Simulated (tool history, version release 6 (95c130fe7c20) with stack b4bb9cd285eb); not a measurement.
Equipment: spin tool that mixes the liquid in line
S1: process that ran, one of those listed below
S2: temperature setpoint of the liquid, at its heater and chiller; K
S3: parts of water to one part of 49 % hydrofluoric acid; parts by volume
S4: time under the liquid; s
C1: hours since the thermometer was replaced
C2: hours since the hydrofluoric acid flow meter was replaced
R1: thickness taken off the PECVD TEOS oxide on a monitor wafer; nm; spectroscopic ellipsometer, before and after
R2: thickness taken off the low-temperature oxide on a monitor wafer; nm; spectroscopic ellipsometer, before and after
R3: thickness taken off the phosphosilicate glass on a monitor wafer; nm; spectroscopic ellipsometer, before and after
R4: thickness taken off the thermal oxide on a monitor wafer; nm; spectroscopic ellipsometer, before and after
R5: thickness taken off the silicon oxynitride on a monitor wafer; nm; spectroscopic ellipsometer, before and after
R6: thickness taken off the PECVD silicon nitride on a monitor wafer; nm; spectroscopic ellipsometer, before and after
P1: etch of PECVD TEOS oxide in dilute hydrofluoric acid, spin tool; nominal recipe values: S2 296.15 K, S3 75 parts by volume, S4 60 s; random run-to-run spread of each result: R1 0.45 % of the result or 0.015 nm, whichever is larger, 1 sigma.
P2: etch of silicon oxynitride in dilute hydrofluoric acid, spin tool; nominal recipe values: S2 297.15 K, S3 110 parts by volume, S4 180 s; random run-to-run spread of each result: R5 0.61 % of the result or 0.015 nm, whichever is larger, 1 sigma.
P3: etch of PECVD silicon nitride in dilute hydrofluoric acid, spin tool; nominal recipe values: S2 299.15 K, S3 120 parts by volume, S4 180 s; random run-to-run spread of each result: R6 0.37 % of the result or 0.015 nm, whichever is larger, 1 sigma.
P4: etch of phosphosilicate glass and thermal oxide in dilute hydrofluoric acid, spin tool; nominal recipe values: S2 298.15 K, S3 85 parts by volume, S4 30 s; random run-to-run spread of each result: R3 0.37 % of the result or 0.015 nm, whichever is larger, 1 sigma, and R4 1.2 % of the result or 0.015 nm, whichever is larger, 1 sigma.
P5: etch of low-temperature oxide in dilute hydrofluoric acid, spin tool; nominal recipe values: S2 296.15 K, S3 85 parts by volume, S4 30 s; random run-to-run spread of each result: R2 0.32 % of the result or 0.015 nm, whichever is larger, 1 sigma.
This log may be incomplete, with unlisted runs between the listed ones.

{"run": 1, "hour": 15.9, "S1": "P1", "S2": 296.15, "S3": 75, "S4": 60, "C1": 133.3, "C2": 1568.1, "R1": 21.38}
{"run": 2, "hour": 26.3, "S1": "P5", "S2": 296.15, "S3": 85, "S4": 30, "C1": 143.7, "C2": 1578.5, "R2": 12.185}
{"run": 3, "hour": 41.0, "S1": "P4", "S2": 298.15, "S3": 130, "S4": 30, "C1": 158.4, "C2": 1593.2, "R3": 14.128, "R4": 1.0126}
{"run": 4, "hour": 57.0, "S1": "P1", "S2": 290.15, "S3": 75, "S4": 60, "C1": 174.4, "C2": 1609.2, "R1": 16.621}
{"run": 5, "hour": 72.0, "S1": "P4", "S2": 298.15, "S3": 85, "S4": 30, "C1": 189.4, "C2": 1624.2, "R3": 22.722, "R4": 1.6136}
{"run": 6, "hour": 85.6, "S1": "P1", "S2": 296.15, "S3": 75, "S4": 60, "C1": 203.0, "C2": 1637.8, "R1": 21.393}
{"run": 7, "hour": 97.3, "S1": "P2", "S2": 297.15, "S3": 110, "S4": 180, "C1": 214.7, "C2": 1649.5, "R5": 3.6712}
{"run": 8, "hour": 108.8, "S1": "P4", "S2": 298.15, "S3": 85, "S4": 30, "C1": 226.2, "C2": 1661.0, "R3": 22.624, "R4": 1.6188}
{"run": 9, "hour": 127.6, "S1": "P1", "S2": 290.15, "S3": 130, "S4": 60, "C1": 245.0, "C2": 1679.8, "R1": 9.0479}
{"run": 10, "hour": 138.1, "S1": "P1", "S2": 296.15, "S3": 75, "S4": 60, "C1": 255.5, "C2": 1690.3, "R1": 21.258}
{"run": 11, "hour": 146.6, "S1": "P1", "S2": 302.15, "S3": 75, "S4": 60, "C1": 264.0, "C2": 1698.8, "R1": 27.125}
{"run": 12, "hour": 155.8, "S1": "P1", "S2": 296.15, "S3": 75, "S4": 60, "C1": 273.2, "C2": 1708.0, "R1": 21.346}
{"run": 13, "hour": 169.9, "S1": "P1", "S2": 296.15, "S3": 75, "S4": 25, "C1": 287.3, "C2": 1722.1, "R1": 8.8583}
{"run": 14, "hour": 185.1, "S1": "P1", "S2": 296.15, "S3": 75, "S4": 60, "C1": 302.5, "C2": 1737.3, "R1": 21.316}
{"run": 15, "hour": 196.6, "S1": "P1", "S2": 296.15, "S3": 20, "S4": 60, "C1": 314.0, "C2": 1748.8, "R1": 86.509}
{"run": 16, "hour": 205.1, "S1": "P1", "S2": 296.15, "S3": 115, "S4": 60, "C1": 322.5, "C2": 1757.3, "R1": 13.175}
{"run": 17, "hour": 218.0, "S1": "P1", "S2": 296.15, "S3": 75, "S4": 100, "C1": 335.4, "C2": 1770.2, "R1": 35.333}
{"run": 18, "hour": 235.5, "S1": "P5", "S2": 291.65, "S3": 85, "S4": 30, "C1": 352.9, "C2": 1787.7, "R2": 10.147}
{"run": 19, "hour": 249.5, "S1": "P3", "S2": 299.15, "S3": 120, "S4": 295, "C1": 366.9, "C2": 1801.7, "R6": 9.9729}
{"hour": 254.8, "done": "hydrofluoric acid flow meter replaced"}
{"run": 20, "hour": 267.3, "S1": "P3", "S2": 294.15, "S3": 120, "S4": 180, "C1": 384.7, "C2": 12.6, "R6": 4.3618}
{"run": 21, "hour": 282.5, "S1": "P4", "S2": 293.15, "S3": 85, "S4": 30, "C1": 399.9, "C2": 27.8, "R3": 18.578, "R4": 1.3609}
{"run": 22, "hour": 296.7, "S1": "P4", "S2": 298.15, "S3": 85, "S4": 50, "C1": 414.1, "C2": 42.0, "R3": 37.95, "R4": 2.7423}
{"run": 23, "hour": 313.2, "S1": "P3", "S2": 299.15, "S3": 40, "S4": 180, "C1": 430.6, "C2": 58.5, "R6": 18.013}
{"run": 24, "hour": 326.6, "S1": "P2", "S2": 297.15, "S3": 180, "S4": 180, "C1": 444.0, "C2": 71.9, "R5": 2.1555}
{"run": 25, "hour": 345.3, "S1": "P1", "S2": 296.15, "S3": 75, "S4": 60, "C1": 462.7, "C2": 90.6, "R1": 21.247}
{"run": 26, "hour": 363.2, "S1": "P3", "S2": 299.15, "S3": 120, "S4": 180, "C1": 480.6, "C2": 108.5, "R6": 6.1432}
{"run": 27, "hour": 376.2, "S1": "P5", "S2": 296.15, "S3": 85, "S4": 50, "C1": 493.6, "C2": 121.5, "R2": 20.335}
{"run": 28, "hour": 388.2, "S1": "P2", "S2": 297.15, "S3": 110, "S4": 80, "C1": 505.6, "C2": 133.5, "R5": 1.6297}
{"run": 29, "hour": 401.1, "S1": "P2", "S2": 297.15, "S3": 110, "S4": 180, "C1": 518.5, "C2": 146.4, "R5": 3.6713}
{"run": 30, "hour": 416.0, "S1": "P1", "S2": 296.15, "S3": 75, "S4": 60, "C1": 533.4, "C2": 161.3, "R1": 21.256}
{"run": 31, "hour": 431.8, "S1": "P5", "S2": 296.15, "S3": 150, "S4": 30, "C1": 549.2, "C2": 177.1, "R2": 6.4523}
{"run": 32, "hour": 442.5, "S1": "P5", "S2": 296.15, "S3": 85, "S4": 30, "C1": 559.9, "C2": 187.8, "R2": 12.224}
{"run": 33, "hour": 453.2, "S1": "P2", "S2": 290.15, "S3": 110, "S4": 180, "C1": 570.6, "C2": 198.5, "R5": 2.6}
{"run": 34, "hour": 471.3, "S1": "P1", "S2": 292.65, "S3": 50, "S4": 60, "C1": 588.7, "C2": 216.6, "R1": 28.561}
{"run": 35, "hour": 483.1, "S1": "P1", "S2": 296.15, "S3": 75, "S4": 60, "C1": 600.5, "C2": 228.4, "R1": 21.335}
{"run": 36, "hour": 500.3, "S1": "P1", "S2": 296.15, "S3": 75, "S4": 60, "C1": 617.7, "C2": 245.6, "R1": 20.326}
{"run": 37, "hour": 515.2, "S1": "P1", "S2": 296.15, "S3": 75, "S4": 60, "C1": 632.6, "C2": 260.5, "R1": 19.961}
{"run": 38, "hour": 533.3, "S1": "P1", "S2": 296.15, "S3": 75, "S4": 60, "C1": 650.7, "C2": 278.6, "R1": 19.651}
{"run": 39, "hour": 545.5, "S1": "P1", "S2": 296.15, "S3": 75, "S4": 60, "C1": 662.9, "C2": 290.8, "R1": 19.586}
{"run": 40, "hour": 554.2, "S1": "P1", "S2": 296.15, "S3": 75, "S4": 60, "C1": 671.6, "C2": 299.5, "R1": 19.416}
{"run": 41, "hour": 565.4, "S1": "P1", "S2": 296.15, "S3": 75, "S4": 60, "C1": 682.8, "C2": 310.7, "R1": 19.385}
{"run": 42, "hour": 576.9, "S1": "P1", "S2": 296.15, "S3": 75, "S4": 60, "C1": 694.3, "C2": 322.2, "R1": 19.369}

Compared with where it was, what P1 gives has crept away. Each cause listed below fits the log as well as the rest, at the size given for it:
A: hydrofluoric acid flow below the setpoint (%) = 8.02
B: liquid colder than its thermometer reads (K) = 2.24
The creep began at about hour 483.1.

Below are 4 check runs, each on a single wafer, with their results shown as question marks. Which of them would tell the listed causes apart, meaning the causes would give clearly different results under it?
{"run": "check 1", "hour": 588.4, "S1": "P5", "S2": 296.15, "S3": 85, "S4": 30, "R2": "?"}
{"run": "check 2", "hour": 588.4, "S1": "P4", "S2": 298.15, "S3": 85, "S4": 30, "R3": "?", "R4": "?"}
{"run": "check 3", "hour": 588.4, "S1": "P2", "S2": 297.15, "S3": 110, "S4": 180, "R5": "?"}
{"run": "check 4", "hour": 588.4, "S1": "P3", "S2": 299.15, "S3": 120, "S4": 180, "R6": "?"}

Expected result of each check under each candidate cause:
check=check_1 result=R2 if_A=11.1390 if_B=11.1530
check=check_2 result=R3 if_A=20.719 if_B=20.786
check=check_2 result=R4 if_A=1.4703 if_B=1.4751
check=check_3 result=R5 if_A=3.3298 if_B=3.2809
check=check_4 result=R6 if_A=5.6148 if_B=5.2770
Distance between the nearest two causes, measured in the result of the check that separates them most: check 1 0.12 %; check 2 0.32 %; check 3 1.48 %; check 4 6.21 %
Check 4 tells the causes apart: in the others they would give nearly the same result.

After running check 4, the following was obtained: R6 5.6429 nm. Which cause does this point to?

The correct cause is A, namely: hydrofluoric acid flow below the setpoint (%).
